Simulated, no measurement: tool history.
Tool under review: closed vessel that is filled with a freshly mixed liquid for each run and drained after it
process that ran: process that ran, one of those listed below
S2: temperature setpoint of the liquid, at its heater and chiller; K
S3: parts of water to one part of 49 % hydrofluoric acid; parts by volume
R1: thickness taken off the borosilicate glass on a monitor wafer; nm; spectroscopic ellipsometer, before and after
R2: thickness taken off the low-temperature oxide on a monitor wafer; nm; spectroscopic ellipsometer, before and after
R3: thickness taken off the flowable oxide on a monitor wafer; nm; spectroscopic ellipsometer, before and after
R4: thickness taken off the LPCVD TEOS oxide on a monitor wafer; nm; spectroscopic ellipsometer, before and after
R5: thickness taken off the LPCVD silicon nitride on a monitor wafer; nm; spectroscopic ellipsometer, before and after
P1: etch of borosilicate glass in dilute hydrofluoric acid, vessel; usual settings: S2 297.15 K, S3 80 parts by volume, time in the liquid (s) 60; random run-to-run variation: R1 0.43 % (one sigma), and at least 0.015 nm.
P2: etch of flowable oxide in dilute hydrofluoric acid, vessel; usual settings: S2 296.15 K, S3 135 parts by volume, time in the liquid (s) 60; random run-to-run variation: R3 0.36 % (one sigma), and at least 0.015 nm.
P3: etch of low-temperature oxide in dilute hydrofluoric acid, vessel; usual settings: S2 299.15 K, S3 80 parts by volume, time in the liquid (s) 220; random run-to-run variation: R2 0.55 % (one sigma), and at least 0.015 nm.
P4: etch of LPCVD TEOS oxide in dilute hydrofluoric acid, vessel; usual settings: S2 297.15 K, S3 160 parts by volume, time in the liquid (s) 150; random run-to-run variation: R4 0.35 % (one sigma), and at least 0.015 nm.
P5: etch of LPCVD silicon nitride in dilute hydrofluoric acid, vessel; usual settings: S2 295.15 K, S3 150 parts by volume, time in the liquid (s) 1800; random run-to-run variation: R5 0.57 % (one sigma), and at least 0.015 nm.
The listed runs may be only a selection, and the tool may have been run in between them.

run 1 day=0.604 | process_that_ran=P1 S2=297.15 S3=80 time_in_the_liquid_(s)=60 | R1=26.497
run 2 day=1.117 | process_that_ran=P3 S2=305.15 S3=80 time_in_the_liquid_(s)=220 | R2=39.947
run 3 day=1.733 | process_that_ran=P2 S2=296.15 S3=135 time_in_the_liquid_(s)=60 | R3=13.835
run 4 day=2.358 | process_that_ran=P1 S2=301.15 S3=80 time_in_the_liquid_(s)=60 | R1=30.8
run 5 day=2.725 | process_that_ran=P1 S2=297.15 S3=80 time_in_the_liquid_(s)=60 | R1=26.5
run 6 day=3.167 | process_that_ran=P4 S2=290.15 S3=160 time_in_the_liquid_(s)=150 | R4=11.462
run 7 day=3.629 | process_that_ran=P5 S2=295.15 S3=150 time_in_the_liquid_(s)=1800 | R5=4.9884
run 8 day=4.062 | process_that_ran=P1 S2=297.15 S3=130 time_in_the_liquid_(s)=60 | R1=15.31
run 9 day=4.617 | process_that_ran=P3 S2=299.15 S3=80 time_in_the_liquid_(s)=220 | R2=31.727
run 10 day=5.075 | process_that_ran=P2 S2=290.15 S3=135 time_in_the_liquid_(s)=60 | R3=10.879
run 11 day=5.558 | process_that_ran=P3 S2=299.15 S3=80 time_in_the_liquid_(s)=220 | R2=31.702
run 12 day=6.279 | process_that_ran=P1 S2=297.15 S3=80 time_in_the_liquid_(s)=60 | R1=26.442
run 13 day=6.767 | process_that_ran=P1 S2=290.65 S3=80 time_in_the_liquid_(s)=60 | R1=20.068
run 14 day=7.108 | process_that_ran=P1 S2=297.15 S3=80 time_in_the_liquid_(s)=105 | R1=46.446
run 15 day=7.629 | process_that_ran=P1 S2=297.15 S3=80 time_in_the_liquid_(s)=60 | R1=26.526
run 16 day=8.354 | process_that_ran=P5 S2=290.15 S3=150 time_in_the_liquid_(s)=1800 | R5=3.5505
run 17 day=9.029 | process_that_ran=P3 S2=299.15 S3=80 time_in_the_liquid_(s)=125 | R2=18.027
run 18 day=9.721 | process_that_ran=P1 S2=297.15 S3=80 time_in_the_liquid_(s)=60 | R1=26.338
run 19 day=10.1 | process_that_ran=P5 S2=295.15 S3=150 time_in_the_liquid_(s)=210 | R5=0.55279
run 20 day=10.592 | process_that_ran=P2 S2=296.15 S3=195 time_in_the_liquid_(s)=60 | R3=8.9838
run 21 day=11.083 | process_that_ran=P1 S2=297.15 S3=45 time_in_the_liquid_(s)=60 | R1=49.083
run 22 day=11.617 | process_that_ran=P1 S2=297.15 S3=80 time_in_the_liquid_(s)=60 | R1=26.476
run 23 day=12.2 | process_that_ran=P2 S2=296.15 S3=135 time_in_the_liquid_(s)=105 | R3=24.286
run 24 day=12.929 | process_that_ran=P4 S2=297.15 S3=85 time_in_the_liquid_(s)=150 | R4=30.865
run 25 day=13.554 | process_that_ran=P1 S2=297.15 S3=80 time_in_the_liquid_(s)=60 | R1=26.357
run 26 day=14.079 | process_that_ran=P4 S2=297.15 S3=160 time_in_the_liquid_(s)=150 | R4=15.109
run 27 day=14.517 | process_that_ran=P1 S2=301.15 S3=80 time_in_the_liquid_(s)=30 | R1=15.496
run 28 day=14.933 | process_that_ran=P5 S2=295.15 S3=55 time_in_the_liquid_(s)=1800 | R5=13.256
run 29 day=15.629 | process_that_ran=P4 S2=297.15 S3=160 time_in_the_liquid_(s)=255 | R4=25.739
run 30 day=16.025 | process_that_ran=P3 S2=299.15 S3=110 time_in_the_liquid_(s)=220 | R2=22.13
run 31 day=16.567 | process_that_ran=P1 S2=303.15 S3=80 time_in_the_liquid_(s)=30 | R1=16.679
run 32 day=17.008 | process_that_ran=P1 S2=297.15 S3=80 time_in_the_liquid_(s)=30 | R1=13.169
run 33 day=17.579 | process_that_ran=P1 S2=297.15 S3=80 time_in_the_liquid_(s)=60 | R1=26.491
run 34 day=18.075 | process_that_ran=P1 S2=297.15 S3=80 time_in_the_liquid_(s)=60 | R1=27.104

Run 35 comes next. What will it give?
run 35 day=18.704 | process_that_ran=P1 S2=297.15 S3=80 time_in_the_liquid_(s)=60 | R1=?

{"run 35": {"R1": 27.504}}
